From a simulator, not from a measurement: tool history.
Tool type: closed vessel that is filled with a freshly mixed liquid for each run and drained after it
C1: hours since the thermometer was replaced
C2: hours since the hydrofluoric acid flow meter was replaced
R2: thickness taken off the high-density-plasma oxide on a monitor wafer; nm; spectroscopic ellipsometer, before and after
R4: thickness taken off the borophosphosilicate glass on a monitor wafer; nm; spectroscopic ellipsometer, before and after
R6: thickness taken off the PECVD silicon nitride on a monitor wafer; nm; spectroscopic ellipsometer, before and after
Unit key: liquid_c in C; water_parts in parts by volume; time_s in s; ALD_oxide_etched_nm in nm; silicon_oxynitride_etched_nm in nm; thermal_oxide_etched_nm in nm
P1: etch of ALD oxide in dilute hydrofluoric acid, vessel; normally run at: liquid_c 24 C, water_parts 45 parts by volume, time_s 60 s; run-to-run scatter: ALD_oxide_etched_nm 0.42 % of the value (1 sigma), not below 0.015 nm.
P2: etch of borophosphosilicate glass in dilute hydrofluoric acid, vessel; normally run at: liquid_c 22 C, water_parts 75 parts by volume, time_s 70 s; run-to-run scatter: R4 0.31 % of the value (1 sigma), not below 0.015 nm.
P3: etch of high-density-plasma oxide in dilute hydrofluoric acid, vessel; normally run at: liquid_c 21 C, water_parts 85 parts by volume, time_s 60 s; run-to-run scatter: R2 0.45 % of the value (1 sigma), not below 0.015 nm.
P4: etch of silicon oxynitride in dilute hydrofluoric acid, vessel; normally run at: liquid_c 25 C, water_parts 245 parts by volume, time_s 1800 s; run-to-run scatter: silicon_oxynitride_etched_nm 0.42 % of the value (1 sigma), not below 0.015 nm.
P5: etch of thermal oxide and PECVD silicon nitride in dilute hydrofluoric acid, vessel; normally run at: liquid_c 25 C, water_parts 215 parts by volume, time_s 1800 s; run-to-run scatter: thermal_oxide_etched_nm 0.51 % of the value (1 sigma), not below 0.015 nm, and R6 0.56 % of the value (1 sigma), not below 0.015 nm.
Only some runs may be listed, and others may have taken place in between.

Run 1, hour 6.2: process P1, liquid_c 24 C, water_parts 45 parts by volume, time_s 60 s; C1 527; C2 733.8. Result: ALD_oxide_etched_nm 14.019 nm.
Run 2, hour 12.5: process P1, liquid_c 24 C, water_parts 45 parts by volume, time_s 30 s; C1 533.3; C2 740.1. Result: ALD_oxide_etched_nm 7.0042 nm.
Run 3, hour 21.5: process P3, liquid_c 21 C, water_parts 85 parts by volume, time_s 115 s; C1 542.3; C2 749.1. Result: R2 8.8032 nm.
Run 4, hour 32.3: process P4, liquid_c 18.5 C, water_parts 245 parts by volume, time_s 1800 s; C1 553.1; C2 759.9. Result: silicon_oxynitride_etched_nm 14.021 nm.
Run 5, hour 39.3: process P3, liquid_c 21 C, water_parts 85 parts by volume, time_s 60 s; C1 560.1; C2 766.9. Result: R2 4.592 nm.
Run 6, hour 49.1: process P1, liquid_c 24 C, water_parts 45 parts by volume, time_s 60 s; C1 569.9; C2 776.7. Result: ALD_oxide_etched_nm 13.987 nm.
Run 7, hour 54.1: process P2, liquid_c 22 C, water_parts 75 parts by volume, time_s 70 s; C1 574.9; C2 781.7. Result: R4 41.11 nm.
Run 8, hour 62.6: process P1, liquid_c 17 C, water_parts 45 parts by volume, time_s 115 s; C1 583.4; C2 790.2. Result: ALD_oxide_etched_nm 19.999 nm.
Run 9, hour 67.8: process P5, liquid_c 25 C, water_parts 215 parts by volume, time_s 1800 s; C1 588.6; C2 795.4. Result: thermal_oxide_etched_nm 35.23 nm, R6 15.006 nm.
Run 10, hour 78: process P1, liquid_c 31 C, water_parts 45 parts by volume, time_s 30 s; C1 598.8; C2 805.6. Result: ALD_oxide_etched_nm 9.2846 nm.
Run 11, hour 84.1: process P2, liquid_c 17 C, water_parts 75 parts by volume, time_s 70 s; C1 604.9; C2 811.7. Result: R4 33.323 nm.
Run 12, hour 89.3: process P5, liquid_c 25 C, water_parts 330 parts by volume, time_s 1800 s; C1 610.1; C2 816.9. Result: thermal_oxide_etched_nm 20.294 nm, R6 9.9089 nm.
Run 13, hour 97.5: process P1, liquid_c 24 C, water_parts 20 parts by volume, time_s 60 s; C1 618.3; C2 825.1. Result: ALD_oxide_etched_nm 32.74 nm.
Run 14, hour 104.7: process P2, liquid_c 22 C, water_parts 75 parts by volume, time_s 30 s; C1 625.5; C2 832.3. Result: R4 17.494 nm.
Run 15, hour 110.5: process P4, liquid_c 25 C, water_parts 245 parts by volume, time_s 375 s; C1 631.3; C2 838.1. Result: silicon_oxynitride_etched_nm 3.9384 nm.
Run 16, hour 116.8: process P1, liquid_c 17.5 C, water_parts 45 parts by volume, time_s 60 s; C1 637.6; C2 844.4. Result: ALD_oxide_etched_nm 10.637 nm.
Run 17, hour 123.1: process P1, liquid_c 20.5 C, water_parts 30 parts by volume, time_s 60 s; C1 643.9; C2 850.7. Result: ALD_oxide_etched_nm 18.434 nm.
Run 18, hour 129.2: process P3, liquid_c 21 C, water_parts 50 parts by volume, time_s 60 s; C1 650; C2 856.8. Result: R2 8.1866 nm.
Run 19, hour 136.9: process P3, liquid_c 25 C, water_parts 85 parts by volume, time_s 60 s; C1 657.7; C2 864.5. Result: R2 5.3731 nm.
Run 20, hour 142.1: process P1, liquid_c 24 C, water_parts 45 parts by volume, time_s 110 s; C1 662.9; C2 869.7. Result: ALD_oxide_etched_nm 25.904 nm.
Run 21, hour 151.5: process P2, liquid_c 22 C, water_parts 30 parts by volume, time_s 70 s; C1 672.3; C2 879.1. Result: R4 109.25 nm.
Run 22, hour 162.2: process P5, liquid_c 25 C, water_parts 215 parts by volume, time_s 3060 s; C1 683; C2 889.8. Result: thermal_oxide_etched_nm 59.822 nm, R6 25.811 nm.
Run 23, hour 170: process P1, liquid_c 32 C, water_parts 45 parts by volume, time_s 60 s; C1 690.8; C2 897.6. Result: ALD_oxide_etched_nm 19.172 nm.
Run 24, hour 180.1: process P5, liquid_c 25 C, water_parts 215 parts by volume, time_s 1800 s; C1 700.9; C2 907.7. Result: thermal_oxide_etched_nm 35.201 nm, R6 15.11 nm.
Run 25, hour 188.1: process P5, liquid_c 21.5 C, water_parts 215 parts by volume, time_s 1800 s; C1 708.9; C2 915.7. Result: thermal_oxide_etched_nm 30.709 nm, R6 11.992 nm.
Run 26, hour 194.5: process P4, liquid_c 25 C, water_parts 350 parts by volume, time_s 1800 s; C1 715.3; C2 922.1. Result: silicon_oxynitride_etched_nm 12.307 nm.
Run 27, hour 204.4: process P2, liquid_c 22 C, water_parts 75 parts by volume, time_s 70 s; C1 725.2; C2 932. Result: R4 41.058 nm.
Run 28, hour 209.4: process P4, liquid_c 25 C, water_parts 245 parts by volume, time_s 1800 s; C1 730.2; C2 937. Result: silicon_oxynitride_etched_nm 18.815 nm.
Run 29, hour 217.9: process P1, liquid_c 24 C, water_parts 75 parts by volume, time_s 60 s; C1 738.7; C2 945.5. Result: ALD_oxide_etched_nm 8.1189 nm.
Run 30, hour 228.8: process P1, liquid_c 24 C, water_parts 45 parts by volume, time_s 60 s; C1 749.6; C2 956.4. Result: ALD_oxide_etched_nm 13.963 nm.
Run 31, hour 234.5: process P1, liquid_c 24 C, water_parts 45 parts by volume, time_s 60 s; C1 755.3; C2 962.1. Result: ALD_oxide_etched_nm 14.003 nm.
Run 32, hour 243.7: process P1, liquid_c 24 C, water_parts 45 parts by volume, time_s 60 s; C1 764.5; C2 971.3. Result: ALD_oxide_etched_nm 14.021 nm.
Run 33, hour 253.4: process P1, liquid_c 24 C, water_parts 45 parts by volume, time_s 60 s; C1 774.2; C2 981. Result: ALD_oxide_etched_nm 14.533 nm.
Run 34, hour 262: process P1, liquid_c 24 C, water_parts 45 parts by volume, time_s 60 s; C1 782.8; C2 989.6. Result: ALD_oxide_etched_nm 14.854 nm.
Run 35, hour 269.3: process P1, liquid_c 24 C, water_parts 45 parts by volume, time_s 60 s; C1 790.1; C2 996.9. Result: ALD_oxide_etched_nm 15.052 nm.
Run 36, hour 278: process P1, liquid_c 24 C, water_parts 45 parts by volume, time_s 60 s; C1 798.8; C2 1005.6. Result: ALD_oxide_etched_nm 15.087 nm.
Run 37, hour 284.9: process P1, liquid_c 24 C, water_parts 45 parts by volume, time_s 60 s; C1 805.7; C2 1012.5. Result: ALD_oxide_etched_nm 15.169 nm.
Run 38, hour 295: process P1, liquid_c 24 C, water_parts 45 parts by volume, time_s 60 s; C1 815.8; C2 1022.6. Result: ALD_oxide_etched_nm 15.149 nm.
Run 39, hour 303.2: process P1, liquid_c 24 C, water_parts 45 parts by volume, time_s 60 s; C1 824; C2 1030.8. Result: ALD_oxide_etched_nm 15.301 nm.
Run 40, hour 308.7: process P1, liquid_c 24 C, water_parts 45 parts by volume, time_s 60 s; C1 829.5; C2 1036.3. Result: ALD_oxide_etched_nm 15.314 nm.
Run 41, hour 315.5: process P1, liquid_c 24 C, water_parts 45 parts by volume, time_s 60 s; C1 836.3; C2 1043.1. Result: ALD_oxide_etched_nm 15.283 nm.

P1 no longer gives what it gave before; its output has crept away from where it was. The following 2 causes, each at its listed size, fit the log equally well:
A: hydrofluoric acid flow above the setpoint (%) = 8.74
B: liquid hotter than its thermometer reads (K) = 2.16
The drift started at roughly hour 243.7.

Of the 4 check runs listed below, each run on one wafer and each result written as a question mark, which would let you distinguish the listed causes because they would give clearly different results?
Run check 1, hour 322.3: process P3, liquid_c 21 C, water_parts 85 parts by volume, time_s 60 s. Result: R2 ?.
Run check 2, hour 322.3: process P5, liquid_c 25 C, water_parts 215 parts by volume, time_s 1800 s. Result: thermal_oxide_etched_nm ?, R6 ?.
Run check 3, hour 322.3: process P4, liquid_c 25 C, water_parts 245 parts by volume, time_s 1800 s. Result: silicon_oxynitride_etched_nm ?.
Run check 4, hour 322.3: process P2, liquid_c 22 C, water_parts 75 parts by volume, time_s 70 s. Result: R4 ?.

If the cause were each of the candidates in turn, the checks would give the following:
  check                        result    if A    if B
check 1                            R2  5.0563   5.037
check 2       thermal_oxide_etched_nm  38.836   37.86
check 2                            R6  16.455  17.296
check 3  silicon_oxynitride_etched_nm  20.795   20.66
check 4                            R4  45.018  44.868
How far apart the two closest causes lie, in the result that separates them most: check 1 0.38 %; check 2 4.98 %; check 3 0.65 %; check 4 0.33 %
Only in check 2 would the causes give clearly different results; in the remaining checks their results would be nearly the same.

The results of check 2 are: thermal_oxide_etched_nm 38.874 nm; R6 16.55 nm. Based on these, which of the listed causes is it?

A is the cause: hydrofluoric acid flow above the setpoint (%).
